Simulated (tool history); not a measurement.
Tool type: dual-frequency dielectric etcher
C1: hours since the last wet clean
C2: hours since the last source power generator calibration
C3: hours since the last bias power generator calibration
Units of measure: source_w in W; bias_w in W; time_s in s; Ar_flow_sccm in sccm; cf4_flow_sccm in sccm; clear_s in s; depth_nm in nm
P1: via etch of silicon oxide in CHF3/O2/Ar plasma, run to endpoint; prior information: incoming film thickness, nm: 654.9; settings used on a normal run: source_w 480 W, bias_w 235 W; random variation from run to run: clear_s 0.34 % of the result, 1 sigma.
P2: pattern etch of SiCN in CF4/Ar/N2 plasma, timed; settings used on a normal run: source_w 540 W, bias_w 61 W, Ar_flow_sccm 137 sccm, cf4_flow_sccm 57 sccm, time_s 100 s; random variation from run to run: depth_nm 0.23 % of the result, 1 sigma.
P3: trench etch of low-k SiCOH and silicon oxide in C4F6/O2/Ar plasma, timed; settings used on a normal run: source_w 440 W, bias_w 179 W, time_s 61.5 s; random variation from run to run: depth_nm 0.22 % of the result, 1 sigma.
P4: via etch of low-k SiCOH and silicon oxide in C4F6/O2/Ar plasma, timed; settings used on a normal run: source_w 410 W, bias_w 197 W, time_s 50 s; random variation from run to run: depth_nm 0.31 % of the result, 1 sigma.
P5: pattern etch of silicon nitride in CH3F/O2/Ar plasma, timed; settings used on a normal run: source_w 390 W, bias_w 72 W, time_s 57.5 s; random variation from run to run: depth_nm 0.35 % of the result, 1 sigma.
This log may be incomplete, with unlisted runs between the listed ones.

Run 1, hour 16.5: process P1, source_w 480 W, bias_w 235 W; C1 353.5; C2 1557.5; C3 611.1. Result: clear_s 328.07 s.
Run 2, hour 32.4: process P4, source_w 410 W, bias_w 197 W, time_s 50 s; C1 369.4; C2 1573.4; C3 627. Result: depth_nm 149.15 nm.
Run 3, hour 44.1: process P2, source_w 540 W, bias_w 76 W, time_s 100 s, Ar_flow_sccm 137 sccm, cf4_flow_sccm 57 sccm; C1 381.1; C2 1585.1; C3 638.7. Result: depth_nm 93.489 nm.
Run 4, hour 60.4: process P1, source_w 350 W, bias_w 235 W; C1 397.4; C2 1601.4; C3 655. Result: clear_s 370.86 s.
Run 5, hour 74.8: process P1, source_w 480 W, bias_w 235 W; C1 411.8; C2 1615.8; C3 669.4. Result: clear_s 328.7 s.
Run 6, hour 87.6: process P3, source_w 440 W, bias_w 131 W, time_s 61.5 s; C1 424.6; C2 1628.6; C3 682.2. Result: depth_nm 186.15 nm.
Run 7, hour 99.5: process P1, source_w 370 W, bias_w 321 W; C1 436.5; C2 1640.5; C3 694.1. Result: clear_s 321.77 s.
Run 8, hour 116.6: process P1, source_w 480 W, bias_w 235 W; C1 453.6; C2 1657.6; C3 711.2. Result: clear_s 329.22 s.
Run 9, hour 127.2: process P1, source_w 480 W, bias_w 141 W; C1 464.2; C2 1668.2; C3 721.8. Result: clear_s 392.49 s.
Run 10, hour 144.2: process P4, source_w 240 W, bias_w 197 W, time_s 50 s; C1 481.2; C2 1685.2; C3 738.8. Result: depth_nm 121.37 nm.
Run 11, hour 160.6: process P5, source_w 390 W, bias_w 72 W, time_s 57.5 s; C1 497.6; C2 1701.6; C3 755.2. Result: depth_nm 40.222 nm.
Run 12, hour 173.3: process P4, source_w 410 W, bias_w 197 W, time_s 50 s; C1 510.3; C2 1714.3; C3 767.9. Result: depth_nm 149.3 nm.
Run 13, hour 184: process P1, source_w 480 W, bias_w 235 W; C1 521; C2 1725; C3 778.6. Result: clear_s 327.64 s.
Run 14, hour 198.1: process P1, source_w 480 W, bias_w 235 W; C1 535.1; C2 1739.1; C3 792.7. Result: clear_s 326.07 s.
Run 15, hour 215.9: process P1, source_w 480 W, bias_w 314 W; C1 552.9; C2 1756.9; C3 810.5. Result: clear_s 295.06 s.
Run 16, hour 227.8: process P2, source_w 540 W, bias_w 61 W, time_s 100 s, Ar_flow_sccm 137 sccm, cf4_flow_sccm 57 sccm; C1 564.8; C2 1768.8; C3 822.4. Result: depth_nm 86.014 nm.
Run 17, hour 237.9: process P3, source_w 440 W, bias_w 179 W, time_s 61.5 s; C1 574.9; C2 1778.9; C3 832.5. Result: depth_nm 204.97 nm.
Run 18, hour 254.7: process P2, source_w 680 W, bias_w 61 W, time_s 100 s, Ar_flow_sccm 137 sccm, cf4_flow_sccm 57 sccm; C1 591.7; C2 1795.7; C3 849.3. Result: depth_nm 105.73 nm.
Run 19, hour 272.5: process P2, source_w 540 W, bias_w 61 W, time_s 55 s, Ar_flow_sccm 137 sccm, cf4_flow_sccm 57 sccm; C1 609.5; C2 1813.5; C3 867.1. Result: depth_nm 47.529 nm.
At hour 276.3: bias power generator calibrated.
Run 20, hour 287.3: process P5, source_w 390 W, bias_w 43 W, time_s 57.5 s; C1 624.3; C2 1828.3; C3 11.1. Result: depth_nm 34.252 nm.
Run 21, hour 302.4: process P3, source_w 440 W, bias_w 179 W, time_s 61.5 s; C1 639.4; C2 1843.4; C3 26.2. Result: depth_nm 204.19 nm.
Run 22, hour 316.3: process P3, source_w 270 W, bias_w 179 W, time_s 61.5 s; C1 653.3; C2 1857.3; C3 40.1. Result: depth_nm 169.42 nm.
Run 23, hour 325.9: process P3, source_w 440 W, bias_w 179 W, time_s 85.5 s; C1 662.9; C2 1866.9; C3 49.7. Result: depth_nm 283.32 nm.

Estimate the outcome of run 24 from the log above:
Run 24, hour 338.3: process P1, source_w 480 W, bias_w 235 W; C1 675.3; C2 1879.3; C3 62.1. Result: clear_s ?.

{"run 24": {"clear_s": 328.01}}

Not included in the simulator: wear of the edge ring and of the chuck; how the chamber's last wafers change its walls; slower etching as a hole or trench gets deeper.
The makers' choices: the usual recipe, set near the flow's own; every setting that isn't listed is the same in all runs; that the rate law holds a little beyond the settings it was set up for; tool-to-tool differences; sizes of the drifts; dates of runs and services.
